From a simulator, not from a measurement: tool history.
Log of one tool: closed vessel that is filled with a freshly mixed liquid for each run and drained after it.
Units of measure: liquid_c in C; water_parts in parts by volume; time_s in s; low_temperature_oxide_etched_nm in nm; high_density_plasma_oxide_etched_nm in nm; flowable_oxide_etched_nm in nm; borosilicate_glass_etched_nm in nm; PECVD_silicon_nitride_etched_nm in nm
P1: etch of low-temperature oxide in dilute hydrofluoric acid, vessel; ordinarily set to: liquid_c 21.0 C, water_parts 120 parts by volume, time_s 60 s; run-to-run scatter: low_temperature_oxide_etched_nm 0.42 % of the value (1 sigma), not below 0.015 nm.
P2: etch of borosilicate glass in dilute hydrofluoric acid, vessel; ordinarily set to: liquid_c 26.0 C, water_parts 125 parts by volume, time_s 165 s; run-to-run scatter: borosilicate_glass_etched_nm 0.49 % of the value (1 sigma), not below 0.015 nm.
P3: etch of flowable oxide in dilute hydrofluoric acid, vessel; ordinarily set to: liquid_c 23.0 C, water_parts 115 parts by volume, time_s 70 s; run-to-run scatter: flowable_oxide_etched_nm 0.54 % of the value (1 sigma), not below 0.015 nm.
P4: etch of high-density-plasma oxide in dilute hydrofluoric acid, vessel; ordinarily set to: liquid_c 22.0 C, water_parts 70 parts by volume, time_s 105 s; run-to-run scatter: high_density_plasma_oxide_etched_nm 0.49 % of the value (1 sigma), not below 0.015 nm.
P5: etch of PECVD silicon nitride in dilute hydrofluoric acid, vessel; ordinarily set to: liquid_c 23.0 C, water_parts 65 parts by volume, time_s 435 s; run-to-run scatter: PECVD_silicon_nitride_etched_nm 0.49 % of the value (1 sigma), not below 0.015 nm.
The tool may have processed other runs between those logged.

run	day	process	liquid_c	water_parts	time_s	hours since the thermometer was replaced	hours since the hydrofluoric acid flow meter was replaced	low_temperature_oxide_etched_nm	high_density_plasma_oxide_etched_nm	flowable_oxide_etched_nm	borosilicate_glass_etched_nm	PECVD_silicon_nitride_etched_nm
1	0.175	P1	21.0	120	60	1057.7	1506.2	15.0430				
2	0.292	P4	28.5	70	105	1060.5	1509.0		11.4130			
3	0.446	P1	21.0	40	60	1064.2	1512.7	49.8120				
4	0.579	P1	21.0	120	95	1067.4	1515.9	23.8920				
5	0.708	P1	17.0	120	60	1070.5	1519.0	12.9260				
6	0.904	P3	23.0	115	40	1075.2	1523.7			8.6533		
# day 1.008: thermometer replaced
7	1.062	P2	26.0	125	165	1.4	1527.5				25.497	
8	1.196	P1	21.0	50	90	4.6	1530.7	59.2810				
9	1.346	P3	23.0	30	70	8.2	1534.3			64.2010		
10	1.583	P5	23.0	65	740	13.9	1540.0					56.391
11	1.817	P1	27.0	120	60	19.5	1545.6	19.1290				
12	1.921	P1	21.0	120	60	22.0	1548.1	15.0730				
13	2.062	P3	23.0	115	70	25.4	1551.5			14.9770		
14	2.300	P1	21.0	165	60	31.1	1557.2	10.4770				
15	2.479	P1	21.0	120	30	35.4	1561.5	7.5685				
16	2.667	P2	22.0	125	165	39.9	1566.0				21.859	
17	2.788	P2	26.0	35	165	42.8	1568.9				102.680	
18	2.996	P2	26.0	125	165	47.8	1573.9				25.670	
19	3.229	P1	21.0	120	60	53.4	1579.5	14.9130				
20	3.467	P4	22.0	70	150	59.1	1585.2		12.5420			
21	3.675	P1	21.0	120	60	64.1	1590.2	15.1100				
22	3.833	P4	22.0	120	105	67.9	1594.0		4.8141			
23	4.062	P1	21.0	120	60	73.4	1599.5	15.1130				
24	4.171	P4	22.0	70	105	76.0	1602.1		8.8211			
25	4.288	P3	17.5	115	70	78.8	1604.9			12.0640		
26	4.475	P5	23.0	100	435	83.3	1609.4					21.567
27	4.629	P5	23.0	65	435	87.0	1613.1					32.995
28	4.792	P5	17.5	65	435	90.9	1617.0					22.667
29	4.912	P2	26.0	125	315	93.8	1619.9				49.219	
30	5.021	P1	21.0	120	60	96.4	1622.5	14.9560				
31	5.233	P1	21.0	120	60	101.5	1627.6	15.5270				
32	5.471	P1	21.0	120	60	107.2	1633.3	15.8450				
33	5.592	P1	21.0	120	60	110.1	1636.2	15.9300				
34	5.829	P1	21.0	120	60	115.8	1641.9	16.1830				
35	5.942	P1	21.0	120	60	118.5	1644.6	16.0800				
36	6.129	P1	21.0	120	60	123.0	1649.1	16.1700				
37	6.242	P1	21.0	120	60	125.7	1651.8	16.1680				
38	6.367	P1	21.0	120	60	128.7	1654.8	16.1390				
39	6.571	P1	21.0	120	60	133.6	1659.7	16.2380				

What P1 gives has crept away from where it was. These 2 causes fit the log equally well, each at the size given:
A: hydrofluoric acid flow above the setpoint (%) = 6.2
B: liquid hotter than its thermometer reads (K) = 1.71
At approximately day 5.021, the process output began to creep.

Listed below are the offered check runs, one wafer per run, with question marks in place of results. For which of them would the causes give clearly different outcomes?
check 1	6.775	P3	23.0	115	70					?		
check 2	6.775	P4	22.0	70	105				?			
check 3	6.775	P5	23.0	65	435							?
check 4	6.775	P2	26.0	125	165						?	

Expected result of each check under each candidate cause:
check	result	if A	if B
check 1	flowable_oxide_etched_nm	16.1200	16.1060
check 2	high_density_plasma_oxide_etched_nm	9.3532	9.3974
check 3	PECVD_silicon_nitride_etched_nm	35.039	37.047
check 4	borosilicate_glass_etched_nm	27.527	27.402
Separation of the two closest causes in each check, using whichever result separates them best: check 1 0.09 %; check 2 0.47 %; check 3 5.57 %; check 4 0.46 %
The other checks would show nearly matching results whichever cause is true, so check 3 is the only one that separates the causes.

With check 3 done, the readings were: PECVD_silicon_nitride_etched_nm 34.942 nm. Identify which of the listed causes applies.

The cause is A: hydrofluoric acid flow above the setpoint (%).
